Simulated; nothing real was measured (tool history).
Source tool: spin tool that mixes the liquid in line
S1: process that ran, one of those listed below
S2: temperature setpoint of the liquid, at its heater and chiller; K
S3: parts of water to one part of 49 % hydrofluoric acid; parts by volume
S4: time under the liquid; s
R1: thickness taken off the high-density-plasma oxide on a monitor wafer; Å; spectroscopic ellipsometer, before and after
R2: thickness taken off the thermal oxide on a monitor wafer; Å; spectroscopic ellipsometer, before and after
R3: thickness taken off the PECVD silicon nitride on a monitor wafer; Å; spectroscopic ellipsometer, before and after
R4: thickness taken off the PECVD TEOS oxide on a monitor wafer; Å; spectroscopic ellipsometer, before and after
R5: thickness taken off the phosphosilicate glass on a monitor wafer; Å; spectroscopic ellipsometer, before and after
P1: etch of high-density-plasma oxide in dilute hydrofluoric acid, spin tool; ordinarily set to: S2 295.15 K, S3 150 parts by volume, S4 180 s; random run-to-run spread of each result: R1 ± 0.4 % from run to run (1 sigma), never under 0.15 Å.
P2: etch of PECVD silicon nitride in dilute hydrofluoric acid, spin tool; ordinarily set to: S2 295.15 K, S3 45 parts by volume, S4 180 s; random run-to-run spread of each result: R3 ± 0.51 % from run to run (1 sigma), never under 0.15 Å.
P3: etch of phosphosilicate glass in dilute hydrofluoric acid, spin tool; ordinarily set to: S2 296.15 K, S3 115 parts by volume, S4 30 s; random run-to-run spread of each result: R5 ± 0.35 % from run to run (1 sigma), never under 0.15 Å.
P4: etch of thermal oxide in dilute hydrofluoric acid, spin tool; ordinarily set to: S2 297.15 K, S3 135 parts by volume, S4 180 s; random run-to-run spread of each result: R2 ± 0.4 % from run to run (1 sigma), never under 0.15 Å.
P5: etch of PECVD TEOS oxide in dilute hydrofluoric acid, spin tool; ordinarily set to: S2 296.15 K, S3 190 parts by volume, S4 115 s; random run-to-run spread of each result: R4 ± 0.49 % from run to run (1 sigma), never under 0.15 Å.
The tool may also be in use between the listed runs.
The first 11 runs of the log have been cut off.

run 12 hour=126.2 | S1=P3 S2=296.15 S3=115 S4=30 | R5=364.35
run 13 hour=134.6 | S1=P1 S2=295.15 S3=150 S4=180 | R1=55.797
run 14 hour=144.8 | S1=P1 S2=295.15 S3=150 S4=180 | R1=55.369
run 15 hour=151.3 | S1=P3 S2=291.65 S3=115 S4=30 | R5=303.81
run 16 hour=162.4 | S1=P4 S2=297.15 S3=135 S4=35 | R2=12
run 17 hour=173.1 | S1=P2 S2=295.15 S3=45 S4=180 | R3=129.51
run 18 hour=179.9 | S1=P1 S2=295.15 S3=150 S4=180 | R1=56.064
run 19 hour=190 | S1=P1 S2=295.15 S3=220 S4=180 | R1=35.395
-- hour=193.5 thermometer replaced
run 20 hour=203.8 | S1=P3 S2=296.15 S3=175 S4=30 | R5=225.51
run 21 hour=215.3 | S1=P1 S2=295.15 S3=150 S4=180 | R1=55.674
run 22 hour=227.4 | S1=P1 S2=295.15 S3=150 S4=180 | R1=56.052
run 23 hour=241.2 | S1=P3 S2=296.15 S3=115 S4=15 | R5=182.02
run 24 hour=251.6 | S1=P5 S2=296.15 S3=190 S4=115 | R4=146.73
run 25 hour=264.4 | S1=P5 S2=296.15 S3=190 S4=115 | R4=146.09
run 26 hour=276.2 | S1=P5 S2=296.15 S3=190 S4=185 | R4=235
run 27 hour=283.4 | S1=P1 S2=290.15 S3=150 S4=180 | R1=45.931
run 28 hour=298 | S1=P1 S2=295.15 S3=150 S4=180 | R1=55.544
run 29 hour=305 | S1=P4 S2=297.15 S3=135 S4=180 | R2=59.984
run 30 hour=316.3 | S1=P1 S2=299.15 S3=150 S4=180 | R1=65
run 31 hour=330.1 | S1=P5 S2=296.15 S3=290 S4=115 | R4=86.394
run 32 hour=339.7 | S1=P1 S2=295.15 S3=150 S4=180 | R1=55.97
run 33 hour=347.7 | S1=P1 S2=295.15 S3=150 S4=180 | R1=57.777

Predict the results of run 34:
run 34 hour=359.8 | S1=P1 S2=295.15 S3=150 S4=180 | R1=?

Run 34 measured R1 59.674 Å.
